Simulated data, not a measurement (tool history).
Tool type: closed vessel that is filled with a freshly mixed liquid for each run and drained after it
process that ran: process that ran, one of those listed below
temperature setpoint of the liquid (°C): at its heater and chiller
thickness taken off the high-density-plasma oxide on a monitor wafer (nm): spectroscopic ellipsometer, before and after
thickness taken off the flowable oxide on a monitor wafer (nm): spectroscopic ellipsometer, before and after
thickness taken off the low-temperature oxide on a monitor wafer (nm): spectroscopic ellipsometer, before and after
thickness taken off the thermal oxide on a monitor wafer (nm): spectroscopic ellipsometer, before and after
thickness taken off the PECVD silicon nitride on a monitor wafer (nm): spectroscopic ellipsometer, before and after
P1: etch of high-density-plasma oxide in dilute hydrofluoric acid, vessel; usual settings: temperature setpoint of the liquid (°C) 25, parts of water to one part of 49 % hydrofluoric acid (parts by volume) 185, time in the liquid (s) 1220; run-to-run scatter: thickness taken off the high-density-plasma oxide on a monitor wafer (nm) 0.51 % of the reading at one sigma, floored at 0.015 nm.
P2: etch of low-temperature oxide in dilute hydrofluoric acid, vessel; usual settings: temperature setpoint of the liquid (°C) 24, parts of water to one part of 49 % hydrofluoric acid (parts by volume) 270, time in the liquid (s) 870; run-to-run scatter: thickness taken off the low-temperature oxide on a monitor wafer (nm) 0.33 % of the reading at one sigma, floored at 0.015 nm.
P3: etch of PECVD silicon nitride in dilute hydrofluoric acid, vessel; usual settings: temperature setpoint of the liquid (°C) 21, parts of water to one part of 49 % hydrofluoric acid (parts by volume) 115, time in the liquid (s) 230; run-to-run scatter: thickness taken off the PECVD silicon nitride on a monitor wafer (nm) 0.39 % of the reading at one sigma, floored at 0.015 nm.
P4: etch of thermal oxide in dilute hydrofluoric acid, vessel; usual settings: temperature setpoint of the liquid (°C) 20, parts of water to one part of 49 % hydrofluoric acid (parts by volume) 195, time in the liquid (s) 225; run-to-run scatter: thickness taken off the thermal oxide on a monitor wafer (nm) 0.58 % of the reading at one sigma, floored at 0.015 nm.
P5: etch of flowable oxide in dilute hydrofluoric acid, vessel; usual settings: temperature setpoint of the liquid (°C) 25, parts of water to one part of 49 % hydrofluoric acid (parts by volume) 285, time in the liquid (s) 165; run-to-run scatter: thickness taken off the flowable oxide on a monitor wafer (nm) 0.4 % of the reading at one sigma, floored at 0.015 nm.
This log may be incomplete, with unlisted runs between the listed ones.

run   hour  process that ran  temperature setpoint of the liquid (°C)  parts of water to one part of 49 % hydrofluoric acid (parts by volume)  time in the liquid (s)  hours since the thermometer was replaced  hours since the hydrofluoric acid flow meter was replaced  thickness taken off the high-density-plasma oxide on a monitor wafer (nm)  thickness taken off the flowable oxide on a monitor wafer (nm)  thickness taken off the low-temperature oxide on a monitor wafer (nm)  thickness taken off the thermal oxide on a monitor wafer (nm)  thickness taken off the PECVD silicon nitride on a monitor wafer (nm)
  1    9.9                P1                                       25                                                                     185                    1220                                       501                                                      209.2                                                                      31.91
  2   19.8                P1                                       25                                                                      45                    1220                                     510.9                                                      219.1                                                                     156.01
  3   30.7                P5                                     18.5                                                                     285                     165                                     521.8                                                        230                                                                                                                                     8.6803
  4   41.3                P1                                       29                                                                     185                     350                                     532.4                                                      240.6                                                                      10.59
  5   47.8                P5                                       25                                                                     285                     165                                     538.9                                                      247.1                                                                                                                                     10.907
      51.4  -- hydrofluoric acid flow meter replaced
  6   55.2                P1                                       25                                                                     185                    1220                                     546.3                                                        3.9                                                                     31.597
  7   62.2                P1                                       25                                                                     125                     160                                     553.3                                                       10.9                                                                     6.6191
  8   67.8                P2                                       29                                                                     270                     870                                     558.9                                                       16.5                                                                                                                                                                                                             39.39
  9     78                P4                                       20                                                                      80                     225                                     569.1                                                       26.7                                                                                                                                                                                                                                                                           11.489
 10   89.3                P1                                       25                                                                     185                    1220                                     580.4                                                         38                                                                     31.771
 11  100.6                P1                                       19                                                                     185                    1220                                     591.7                                                       49.3                                                                     25.177
 12  107.9                P3                                       21                                                                     115                      30                                       599                                                       56.6                                                                                                                                                                                                                                                                                                                                                 0.80275
 13  114.7                P1                                     32.5                                                                     185                    1220                                     605.8                                                       63.4                                                                     41.372
 14  121.5                P3                                       21                                                                     115                     230                                     612.6                                                       70.2                                                                                                                                                                                                                                                                                                                                                  6.2829
 15  130.6                P1                                       25                                                                     185                     270                                     621.7                                                       79.3                                                                     7.1127
 16  137.6                P4                                       20                                                                     195                     335                                     628.7                                                       86.3                                                                                                                                                                                                                                                                           6.1955
 17  146.5                P2                                       24                                                                      85                     870                                     637.6                                                       95.2                                                                                                                                                                                                            128.04
 18  156.7                P3                                       21                                                                     115                     230                                     647.8                                                      105.4                                                                                                                                                                                                                                                                                                                                                  6.2744
 19  164.5                P1                                       25                                                                     185                    1220                                     655.6                                                      113.2                                                                     32.145
 20  172.7                P5                                       25                                                                     485                     165                                     663.8                                                      121.4                                                                                                                                      5.292
 21  181.2                P2                                       24                                                                     270                     870                                     672.3                                                      129.9                                                                                                                                                                                                            33.073
 22    188                P2                                       24                                                                     270                     870                                     679.1                                                      136.7                                                                                                                                                                                                            33.049
 23  195.9                P2                                       24                                                                     270                     215                                       687                                                      144.6                                                                                                                                                                                                            8.1599
 24  206.8                P1                                       25                                                                     290                    1220                                     697.9                                                      155.5                                                                     18.233
 25  216.1                P4                                       20                                                                     195                     225                                     707.2                                                      164.8                                                                                                                                                                                                                                                                            4.199
 26  226.1                P1                                       25                                                                     185                    1220                                     717.2                                                      174.8                                                                      31.83
 27  232.8                P1                                       25                                                                     185                    1220                                     723.9                                                      181.5                                                                     31.476
 28  239.3                P3                                       17                                                                     115                     230                                     730.4                                                        188                                                                                                                                                                                                                                                                                                                                                  4.7465
 29  244.9                P5                                       25                                                                     285                      30                                       736                                                      193.6                                                                                                                                     1.9828
 30    252                P3                                       21                                                                      55                     230                                     743.1                                                      200.7                                                                                                                                                                                                                                                                                                                                                  12.959
 31  260.8                P4                                       20                                                                     195                     225                                     751.9                                                      209.5                                                                                                                                                                                                                                                                           4.2062
 32  271.7                P1                                       25                                                                     185                    1895                                     762.8                                                      220.4                                                                     49.488

Run 33 has not been measured yet. What should we expect?
 33  278.1                P4                                       17                                                                     195                     225                                     769.2                                                      226.8                                                                                                                                                                                                                                                                                ?

{"run 33": {"thickness taken off the thermal oxide on a monitor wafer (nm)": 3.6731}}
